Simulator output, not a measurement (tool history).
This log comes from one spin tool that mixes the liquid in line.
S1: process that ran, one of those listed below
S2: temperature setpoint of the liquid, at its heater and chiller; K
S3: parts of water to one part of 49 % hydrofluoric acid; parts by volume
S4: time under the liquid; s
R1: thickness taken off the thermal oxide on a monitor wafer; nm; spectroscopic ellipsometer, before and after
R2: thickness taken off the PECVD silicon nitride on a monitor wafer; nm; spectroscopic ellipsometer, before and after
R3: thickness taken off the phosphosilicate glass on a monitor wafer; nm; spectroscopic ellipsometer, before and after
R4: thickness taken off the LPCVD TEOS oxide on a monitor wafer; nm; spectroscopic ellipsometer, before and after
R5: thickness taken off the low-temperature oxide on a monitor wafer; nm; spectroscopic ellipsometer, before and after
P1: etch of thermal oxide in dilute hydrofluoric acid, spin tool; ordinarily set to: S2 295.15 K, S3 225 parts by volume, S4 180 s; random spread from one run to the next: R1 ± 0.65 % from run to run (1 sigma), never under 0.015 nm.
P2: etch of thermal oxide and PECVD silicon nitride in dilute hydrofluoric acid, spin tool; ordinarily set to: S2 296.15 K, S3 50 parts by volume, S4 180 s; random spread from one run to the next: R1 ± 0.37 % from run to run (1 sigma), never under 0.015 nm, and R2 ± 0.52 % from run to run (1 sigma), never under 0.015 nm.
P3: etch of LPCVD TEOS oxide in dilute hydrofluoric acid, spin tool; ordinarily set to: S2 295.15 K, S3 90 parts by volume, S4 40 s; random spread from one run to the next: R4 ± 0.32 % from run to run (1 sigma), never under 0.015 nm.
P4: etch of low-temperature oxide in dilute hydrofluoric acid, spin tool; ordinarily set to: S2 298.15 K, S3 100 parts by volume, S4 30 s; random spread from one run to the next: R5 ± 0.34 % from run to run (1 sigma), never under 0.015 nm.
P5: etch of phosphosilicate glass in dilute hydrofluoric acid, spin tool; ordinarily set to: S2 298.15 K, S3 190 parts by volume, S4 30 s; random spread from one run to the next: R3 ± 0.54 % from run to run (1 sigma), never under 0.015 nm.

{"run": 1, "day": 0.521, "S1": "P1", "S2": 295.15, "S3": 225, "S4": 180, "R1": 3.0727}
{"run": 2, "day": 0.862, "S1": "P2", "S2": 296.15, "S3": 75, "S4": 180, "R1": 10.747, "R2": 8.2142}
{"run": 3, "day": 1.312, "S1": "P1", "S2": 295.15, "S3": 225, "S4": 85, "R1": 1.4491}
{"run": 4, "day": 1.567, "S1": "P5", "S2": 298.15, "S3": 65, "S4": 30, "R3": 63.791}
{"run": 5, "day": 1.883, "S1": "P2", "S2": 296.15, "S3": 50, "S4": 180, "R1": 16.823, "R2": 12.158}
{"run": 6, "day": 2.125, "S1": "P3", "S2": 295.15, "S3": 90, "S4": 40, "R4": 23.179}
{"run": 7, "day": 2.604, "S1": "P4", "S2": 292.15, "S3": 100, "S4": 30, "R5": 5.9227}
{"run": 8, "day": 2.908, "S1": "P5", "S2": 298.15, "S3": 190, "S4": 30, "R3": 18.893}
{"run": 9, "day": 3.267, "S1": "P2", "S2": 296.15, "S3": 50, "S4": 285, "R1": 26.722, "R2": 19.327}
{"run": 10, "day": 3.662, "S1": "P5", "S2": 298.15, "S3": 190, "S4": 30, "R3": 18.777}
{"run": 11, "day": 4.162, "S1": "P1", "S2": 295.15, "S3": 330, "S4": 180, "R1": 1.8852}
{"run": 12, "day": 4.421, "S1": "P1", "S2": 295.15, "S3": 225, "S4": 285, "R1": 4.8405}
{"run": 13, "day": 4.692, "S1": "P1", "S2": 295.15, "S3": 225, "S4": 180, "R1": 3.0472}
{"run": 14, "day": 4.954, "S1": "P2", "S2": 303.65, "S3": 50, "S4": 180, "R1": 22.658, "R2": 19.831}
{"run": 15, "day": 5.379, "S1": "P3", "S2": 295.15, "S3": 90, "S4": 80, "R4": 46.377}
{"day": 5.404, "done": "hydrofluoric acid flow meter replaced"}
{"run": 16, "day": 5.846, "S1": "P1", "S2": 292.15, "S3": 130, "S4": 180, "R1": 5.108}
{"run": 17, "day": 6.275, "S1": "P1", "S2": 295.15, "S3": 50, "S4": 180, "R1": 16.753}
{"run": 18, "day": 6.712, "S1": "P1", "S2": 295.15, "S3": 225, "S4": 180, "R1": 3.0816}
{"run": 19, "day": 6.983, "S1": "P3", "S2": 302.65, "S3": 90, "S4": 40, "R4": 31.061}
{"run": 20, "day": 7.517, "S1": "P4", "S2": 298.15, "S3": 100, "S4": 30, "R5": 7.5404}
{"run": 21, "day": 7.792, "S1": "P4", "S2": 298.15, "S3": 175, "S4": 30, "R5": 3.9399}
{"run": 22, "day": 8.254, "S1": "P1", "S2": 290.15, "S3": 225, "S4": 180, "R1": 2.5403}
{"run": 23, "day": 8.621, "S1": "P5", "S2": 291.65, "S3": 190, "S4": 30, "R3": 14.71}
{"run": 24, "day": 8.871, "S1": "P1", "S2": 295.15, "S3": 225, "S4": 180, "R1": 3.0365}
{"run": 25, "day": 9.133, "S1": "P2", "S2": 296.15, "S3": 50, "S4": 180, "R1": 16.833, "R2": 12.216}
{"run": 26, "day": 9.667, "S1": "P4", "S2": 298.15, "S3": 100, "S4": 30, "R5": 7.5726}
{"run": 27, "day": 10.017, "S1": "P1", "S2": 302.65, "S3": 225, "S4": 180, "R1": 3.987}
{"run": 28, "day": 10.3, "S1": "P5", "S2": 298.15, "S3": 190, "S4": 45, "R3": 28.245}
{"run": 29, "day": 10.688, "S1": "P1", "S2": 295.15, "S3": 225, "S4": 180, "R1": 3.0347}
{"run": 30, "day": 11.008, "S1": "P4", "S2": 298.15, "S3": 100, "S4": 15, "R5": 3.7912}
{"run": 31, "day": 11.517, "S1": "P3", "S2": 295.15, "S3": 155, "S4": 40, "R4": 12.524}
{"run": 32, "day": 12.004, "S1": "P1", "S2": 295.15, "S3": 225, "S4": 180, "R1": 3.002}
{"run": 33, "day": 12.388, "S1": "P1", "S2": 295.15, "S3": 225, "S4": 180, "R1": 2.9372}
{"run": 34, "day": 12.879, "S1": "P1", "S2": 295.15, "S3": 225, "S4": 180, "R1": 2.8781}
{"run": 35, "day": 13.329, "S1": "P1", "S2": 295.15, "S3": 225, "S4": 180, "R1": 2.8554}
{"run": 36, "day": 13.65, "S1": "P1", "S2": 295.15, "S3": 225, "S4": 180, "R1": 2.8157}
{"run": 37, "day": 14.088, "S1": "P1", "S2": 295.15, "S3": 225, "S4": 180, "R1": 2.8439}
{"run": 38, "day": 14.433, "S1": "P1", "S2": 295.15, "S3": 225, "S4": 180, "R1": 2.7977}
{"run": 39, "day": 14.825, "S1": "P1", "S2": 295.15, "S3": 225, "S4": 180, "R1": 2.8156}

What P1 gives has crept off from where it sat before. The 2 causes that follow fit the log equally well, each at the size noted:
A: hydrofluoric acid flow below the setpoint (%) = 5.6
B: liquid colder than its thermometer reads (K) = 1.89
The process output started creeping at around day 12.004.

Each of the 4 check runs below uses one wafer; its results are left as question marks. Which run tells the causes apart?
{"run": "check 1", "day": 15.217, "S1": "P2", "S2": 296.15, "S3": 70, "S4": 180, "R1": "?", "R2": "?"}
{"run": "check 2", "day": 15.217, "S1": "P4", "S2": 298.15, "S3": 170, "S4": 30, "R5": "?"}
{"run": "check 3", "day": 15.217, "S1": "P5", "S2": 298.15, "S3": 135, "S4": 30, "R3": "?"}
{"run": "check 4", "day": 15.217, "S1": "P3", "S2": 295.15, "S3": 145, "S4": 75, "R4": "?"}

What every check run would give for each of its results, assuming each possible cause in turn:
check=check_1 result=R1 if_A=10.9820 if_B=10.8180
check=check_1 result=R2 if_A=8.2929 if_B=7.7198
check=check_2 result=R5 if_A=3.8141 if_B=3.8057
check=check_3 result=R3 if_A=26.305 if_B=26.152
check=check_4 result=R4 if_A=23.733 if_B=23.552
Distance between the nearest two causes, measured in the result of the check that separates them most: check 1 7.16 %; check 2 0.22 %; check 3 0.58 %; check 4 0.77 %
Check 1 is the one run that separates the causes; every other check would come out nearly the same whichever cause is at work.

With check 1 done, the readings were: R1 10.8750 nm; R2 7.7514 nm. Identify which of the listed causes applies.

The correct cause is B, namely: liquid colder than its thermometer reads (K).
